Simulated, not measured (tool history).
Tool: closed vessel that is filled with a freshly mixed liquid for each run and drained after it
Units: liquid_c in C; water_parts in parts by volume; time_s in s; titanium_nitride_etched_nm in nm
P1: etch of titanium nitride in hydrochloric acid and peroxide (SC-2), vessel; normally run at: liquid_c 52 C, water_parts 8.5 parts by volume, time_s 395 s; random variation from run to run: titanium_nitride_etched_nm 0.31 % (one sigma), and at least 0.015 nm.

run,hour,liquid_c,water_parts,time_s,titanium_nitride_etched_nm
1,7.4,52,8.5,395,20.341
2,11,52,4,395,35.778
# hour 13.2: thermometer replaced
3,18.1,37.5,8.5,395,7.476
4,23.8,52,8.5,395,20.494
5,28.5,52,8.5,395,20.46
6,34.2,60,12,395,25.525
7,40.8,52,8.5,395,20.315
8,46.7,52,15,395,12.671
9,51.1,52,8.5,60,3.1078
10,59.3,43.5,8.5,660,19.219
11,67.6,67.5,8.5,395,53.939
12,71.9,52,8.5,725,37.48
13,78.2,52,8.5,395,20.304
14,82.2,52,8.5,395,20.45
15,88.1,52,8.5,395,19.639
16,93.9,52,8.5,395,19.228
# hour 100.1: new drum of peroxide connected
17,100.1,52,8.5,395,18.908
18,107.7,52,8.5,395,18.757
19,113.8,52,8.5,395,18.649
20,119.3,52,8.5,395,18.586
21,125.2,52,8.5,395,18.62

What P1 gives has crept away from where it was. These 2 causes fit the log equally well, each at the size given:
A: liquid colder than its thermometer reads (K) = 1.37
B: chemicals flow below the setpoint (%) = 10.4
The creep began at about hour 82.2.
Why every other cause is out:
peroxide weaker than its label (%): serviced at hour 100.1, which brought nothing back

4 check runs are offered, one wafer each, their results left as question marks. Which one tells the causes apart?
check 1,131.1,52,12.5,540,?
check 2,131.1,42,14,395,?
check 3,131.1,37.5,4,395,?
check 4,131.1,67,8.5,665,?

What each check would give under each cause:
check,result,if A,if B
check 1,titanium_nitride_etched_nm,18.459,18.372
check 2,titanium_nitride_etched_nm,6.1664,6.1647
check 3,titanium_nitride_etched_nm,11.906,12.205
check 4,titanium_nitride_etched_nm,81.345,80.773
How far apart the two closest causes lie, in the result that separates them most: check 1 0.48 %; check 2 0.03 %; check 3 2.48 %; check 4 0.71 %
Check 3 tells the causes apart: in the others they would give nearly the same result.

Check 3 was then run and gave: titanium_nitride_etched_nm 11.877 nm. Which cause is it?

It is A: liquid colder than its thermometer reads (K).
